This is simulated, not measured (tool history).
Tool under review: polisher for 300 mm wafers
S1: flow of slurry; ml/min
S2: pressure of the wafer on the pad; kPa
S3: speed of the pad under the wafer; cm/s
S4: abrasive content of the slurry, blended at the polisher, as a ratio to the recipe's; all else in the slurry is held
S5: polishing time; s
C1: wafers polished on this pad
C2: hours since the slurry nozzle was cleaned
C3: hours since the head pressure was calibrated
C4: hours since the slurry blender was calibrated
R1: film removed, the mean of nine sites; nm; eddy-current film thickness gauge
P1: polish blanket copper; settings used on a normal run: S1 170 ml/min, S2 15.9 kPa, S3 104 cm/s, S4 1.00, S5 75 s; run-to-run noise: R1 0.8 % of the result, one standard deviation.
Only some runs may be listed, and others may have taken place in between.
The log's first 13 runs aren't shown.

Run 14, hour 107.5: S1 215 ml/min, S2 15.9 kPa, S3 104 cm/s, S4 0.60, S5 75 s; C1 1407; C2 593.6; C3 851.1; C4 383.3. Result: R1 140.470 nm.
Run 15, hour 112.2: S1 170 ml/min, S2 15.9 kPa, S3 104 cm/s, S4 1.00, S5 75 s; C1 1460; C2 598.3; C3 855.8; C4 388.0. Result: R1 153.650 nm.
At hour 112.6: slurry nozzle cleaned.
Run 16, hour 122.1: S1 170 ml/min, S2 15.9 kPa, S3 104 cm/s, S4 1.35, S5 75 s; C1 1572; C2 9.6; C3 865.7; C4 397.9. Result: R1 163.660 nm.
Run 17, hour 130.4: S1 170 ml/min, S2 15.9 kPa, S3 104 cm/s, S4 1.00, S5 75 s; C1 1665; C2 17.9; C3 874.0; C4 406.2. Result: R1 150.680 nm.
Run 18, hour 139.6: S1 170 ml/min, S2 15.9 kPa, S3 104 cm/s, S4 1.00, S5 97 s; C1 1769; C2 27.1; C3 883.2; C4 415.4. Result: R1 196.680 nm.
Run 19, hour 146.4: S1 170 ml/min, S2 15.9 kPa, S3 104 cm/s, S4 1.00, S5 75 s; C1 1846; C2 33.9; C3 890.0; C4 422.2. Result: R1 151.410 nm.
Run 20, hour 151.3: S1 170 ml/min, S2 15.9 kPa, S3 104 cm/s, S4 1.00, S5 75 s; C1 1901; C2 38.8; C3 894.9; C4 427.1. Result: R1 150.710 nm.
Run 21, hour 156.7: S1 170 ml/min, S2 15.9 kPa, S3 104 cm/s, S4 1.00, S5 75 s; C1 1962; C2 44.2; C3 900.3; C4 432.5. Result: R1 145.840 nm.
Run 22, hour 166.8: S1 170 ml/min, S2 15.9 kPa, S3 104 cm/s, S4 1.00, S5 75 s; C1 2075; C2 54.3; C3 910.4; C4 442.6. Result: R1 147.340 nm.
Run 23, hour 177.1: S1 170 ml/min, S2 15.9 kPa, S3 104 cm/s, S4 1.00, S5 75 s; C1 2192; C2 64.6; C3 920.7; C4 452.9. Result: R1 139.590 nm.

Run 24, settings as shown, results not yet in. Your forecast:
Run 24, hour 183.9: S1 170 ml/min, S2 15.9 kPa, S3 104 cm/s, S4 1.00, S5 75 s; C1 2268; C2 71.4; C3 927.5; C4 459.7. Result: R1 ?.

{"run 24": {"R1": 142.49}}
